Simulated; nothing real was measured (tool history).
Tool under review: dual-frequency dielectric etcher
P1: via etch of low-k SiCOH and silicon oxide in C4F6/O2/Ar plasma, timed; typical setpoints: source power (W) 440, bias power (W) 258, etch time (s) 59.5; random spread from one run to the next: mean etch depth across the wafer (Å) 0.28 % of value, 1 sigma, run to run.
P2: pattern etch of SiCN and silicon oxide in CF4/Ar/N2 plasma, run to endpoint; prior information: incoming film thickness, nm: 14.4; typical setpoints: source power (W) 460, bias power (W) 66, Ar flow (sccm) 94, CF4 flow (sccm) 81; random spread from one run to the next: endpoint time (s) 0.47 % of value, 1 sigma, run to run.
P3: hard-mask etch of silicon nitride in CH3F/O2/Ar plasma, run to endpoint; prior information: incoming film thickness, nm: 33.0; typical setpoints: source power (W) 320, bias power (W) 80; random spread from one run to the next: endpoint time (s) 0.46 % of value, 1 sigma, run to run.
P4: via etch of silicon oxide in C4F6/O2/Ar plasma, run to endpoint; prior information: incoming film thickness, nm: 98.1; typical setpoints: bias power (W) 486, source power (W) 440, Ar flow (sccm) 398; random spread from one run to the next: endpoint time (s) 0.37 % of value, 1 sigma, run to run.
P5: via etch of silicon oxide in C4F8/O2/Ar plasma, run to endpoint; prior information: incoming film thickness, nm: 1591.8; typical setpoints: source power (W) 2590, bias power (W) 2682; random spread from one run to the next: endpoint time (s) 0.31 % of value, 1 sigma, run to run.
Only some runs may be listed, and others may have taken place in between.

run   hour  process that ran  source power (W)  bias power (W)  etch time (s)  Ar flow (sccm)  CF4 flow (sccm)  hours since the last wet clean  hours since the last source power generator calibration  hours since the last bias power generator calibration  mean etch depth across the wafer (Å)  endpoint time (s)
  1   12.5                P1               440             258           59.5                                                            175.1                                                   3451.9                                                  651.4                                2012.8
  2   25.5                P1               590             258           59.5                                                            188.1                                                   3464.9                                                  664.4                                2255.1
  3   33.8                P4               440             486                            398                                            196.4                                                   3473.2                                                  672.7                                                   22.169
  4   44.2                P1               440             258           43.5                                                            206.8                                                   3483.6                                                  683.1                                1470.1
  5   54.8                P3               210              80                                                                           217.4                                                   3494.2                                                  693.7                                                   58.907
  6   69.6                P1               440             152           59.5                                                            232.2                                                     3509                                                  708.5                                1703.8
  7   78.4                P1               560             319           59.5                                                              241                                                   3517.8                                                  717.3                                2381.5
  8   93.7                P2               460              66                             65               81                           256.3                                                   3533.1                                                  732.6                                                   15.657
  9  110.1                P5              2590            2682                                                                           272.7                                                   3549.5                                                    749                                                   257.22
 10  125.1                P1               440             258           59.5                                                            287.7                                                   3564.5                                                    764                                2031.4
 11  136.2                P5              2590            1687                                                                           298.8                                                   3575.6                                                  775.1                                                   292.97
 12    149                P3               320              54                                                                           311.6                                                   3588.4                                                  787.9                                                   57.915
 13  165.5                P1               440             258           59.5                                                            328.1                                                   3604.9                                                  804.4                                2020.2
 14  174.6                P1               440             258           59.5                                                            337.2                                                     3614                                                  813.5                                2005.7
 15  183.2                P2               460              40                             94               81                           345.8                                                   3622.6                                                  822.1                                                   19.138
 16  199.5                P4               440             486                            398                                            362.1                                                   3638.9                                                  838.4                                                   22.082
 17  215.4                P1               300             258           59.5                                                              378                                                   3654.8                                                  854.3                                1741.2
 18  227.7                P2               320              66                             94               81                           390.3                                                   3667.1                                                  866.6                                                   22.693
 19  242.4                P1               370             213           59.5                                                              405                                                   3681.8                                                  881.3                                1771.1
 20  251.2                P4               260             486                            398                                            413.8                                                   3690.6                                                  890.1                                                   27.148
 21  259.6                P5              3620            2682                                                                           422.2                                                     3699                                                  898.5                                                   225.12
 22  270.4                P1               440             258           88.5                                                              433                                                   3709.8                                                  909.3                                2993.4
 23  278.2                P3               320              80                                                                           440.8                                                   3717.6                                                  917.1                                                   51.022
 24  294.7                P4               440             661                            398                                            457.3                                                   3734.1                                                  933.6                                                   19.941
 25  310.5                P4               440             486                            500                                            473.1                                                   3749.9                                                  949.4                                                   22.866
       313  -- wet clean of the chamber
 26  317.7                P2               460              66                             94              108                             4.7                                                   3757.1                                                  956.6                                                   15.821
 27    326                P2               460              66                             94               81                              13                                                   3765.4                                                  964.9                                                   16.597
 28    339                P1               440             329             78                                                               26                                                   3778.4                                                  977.9                                2878.6
 29  346.5                P1               440             335           59.5                                                             33.5                                                   3785.9                                                  985.4                                2207.9
 30  361.5                P1               440             258           59.5                                                             48.5                                                   3800.9                                                 1000.4                                2015.3
 31  370.6                P1               440             258           59.5                                                             57.6                                                     3810                                                 1009.5                                2019.2
 32  377.7                P1               440             258           59.5                                                             64.7                                                   3817.1                                                 1016.6                                2016.9
 33  394.2                P1               440             258           59.5                                                             81.2                                                   3833.6                                                 1033.1                                2000.2
 34    405                P1               440             258           59.5                                                               92                                                   3844.4                                                 1043.9                                1983.7
 35  413.8                P1               440             258           59.5                                                            100.8                                                   3853.2                                                 1052.7                                1993.7
 36  426.3                P1               440             258           59.5                                                            113.3                                                   3865.7                                                 1065.2                                1994.8
 37  435.2                P1               440             258           59.5                                                            122.2                                                   3874.6                                                 1074.1                                1979.7
 38  448.3                P1               440             258           59.5                                                            135.3                                                   3887.7                                                 1087.2                                1993.5
     453.6  -- wet clean of the chamber
 39  457.9                P1               440             258           59.5                                                              4.4                                                   3897.3                                                 1096.8                                1988.3
 40  472.6                P1               440             258           59.5                                                             19.1                                                     3912                                                 1111.5                                1990.2
 41  480.3                P1               440             258           59.5                                                             26.8                                                   3919.7                                                 1119.2                                1984.3
 42  489.6                P1               440             258           59.5                                                             36.1                                                     3929                                                 1128.5                                  1989

P1 no longer gives what it gave before; its output has crept away from where it was. The following 2 causes, each at its listed size, fit the log equally well:
A: bias power that arrives under what is set, % = 4.39
B: source power that arrives under what is set, % = 3.87
The onset of the drift is placed at about hour 370.6.
Every other cause this tool's parts could produce, and why it does not fit the log:
chamber walls in a state that lowers the etch rate, %: serviced after onset, at hour 453.6, with no recovery of the prior output

The list below offers 4 check runs, each averaging the results of 3 wafers, and shows each result as a question mark. For which of them would the listed causes give clearly different results?
check 1  498.9                P5              3520            2682                                                                                                                                                                                                                                                        ?
check 2  498.9                P3               320              56                                                                                                                                                                                                                                                        ?
check 3  498.9                P4               320             651                            398                                                                                                                                                                                                                         ?
check 4  498.9                P2               460              41                             94               81                                                                                                                                                                                                        ?

Outcome of each check run for each possible cause:
  check             result    if A    if B
check 1  endpoint time (s)  230.64  231.24
check 2  endpoint time (s)  58.194  58.221
check 3  endpoint time (s)  22.675  22.603
check 4  endpoint time (s)  19.278  19.726
Smallest distance between any two causes, each pair judged by its most separating result, in per cent: check 1 0.26 %; check 2 0.05 %; check 3 0.32 %; check 4 2.3 %
The causes can be told apart only by check 4. The other checks would give nearly the same results under each of them.

Running check 4 produced the following: endpoint time (s) 19.733. Which one of the listed causes fits?

The cause is B: source power that arrives under what is set, %.
